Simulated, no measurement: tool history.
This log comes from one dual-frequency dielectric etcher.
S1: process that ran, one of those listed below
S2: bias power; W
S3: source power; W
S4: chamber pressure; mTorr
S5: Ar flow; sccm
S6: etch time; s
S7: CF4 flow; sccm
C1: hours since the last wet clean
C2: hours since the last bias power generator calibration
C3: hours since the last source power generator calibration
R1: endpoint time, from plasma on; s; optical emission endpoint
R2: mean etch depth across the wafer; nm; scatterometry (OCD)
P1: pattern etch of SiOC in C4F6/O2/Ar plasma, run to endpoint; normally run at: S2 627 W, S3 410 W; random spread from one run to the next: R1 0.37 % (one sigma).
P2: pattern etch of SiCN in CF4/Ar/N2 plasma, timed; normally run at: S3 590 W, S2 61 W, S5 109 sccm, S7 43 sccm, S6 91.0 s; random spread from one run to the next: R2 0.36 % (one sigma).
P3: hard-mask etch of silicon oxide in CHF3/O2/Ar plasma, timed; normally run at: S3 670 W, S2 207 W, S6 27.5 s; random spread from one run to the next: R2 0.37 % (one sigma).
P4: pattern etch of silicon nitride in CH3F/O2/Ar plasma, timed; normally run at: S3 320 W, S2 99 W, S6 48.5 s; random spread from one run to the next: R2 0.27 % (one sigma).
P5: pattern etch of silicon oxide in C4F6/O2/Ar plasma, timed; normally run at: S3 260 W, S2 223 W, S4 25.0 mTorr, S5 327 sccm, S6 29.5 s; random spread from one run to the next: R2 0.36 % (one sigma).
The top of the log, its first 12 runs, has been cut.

run	hour	S1	S2	S3	S4	S5	S6	S7	C1	C2	C3	R1	R2
13	175.7	P4	99	320			48.5		378.9	2530.4	1009.2		35.019
14	193.7	P5	223	260	25.0	439	29.5		396.9	2548.4	1027.2		80.069
15	210.2	P2	61	590		142	91.0	43	413.4	2564.9	1043.7		80.702
16	224.9	P2	61	590		109	91.0	43	428.1	2579.6	1058.4		84.299
17	241.5	P1	428	410					444.7	2596.2	1075.0	18.138	
18	252.0	P1	776	570					455.2	2606.7	1085.5	12.896	
19	268.6	P5	223	260	25.0	327	29.5		471.8	2623.3	1102.1		82.796
20	282.3	P2	61	590		109	91.0	28	485.5	2637.0	1115.8		77.962
21	294.5	P3	207	870			27.5		497.7	2649.2	1128.0		64.660
22	307.4	P5	223	200	25.0	327	29.5		510.6	2662.1	1140.9		75.020
23	316.6	P1	820	280					519.8	2671.3	1150.1	16.217	

Forecast run 24:
24	334.6	P5	223	260	30.5	327	29.5		537.8	2689.3	1168.1		?

Run 24 yielded R2 80.566 nm.
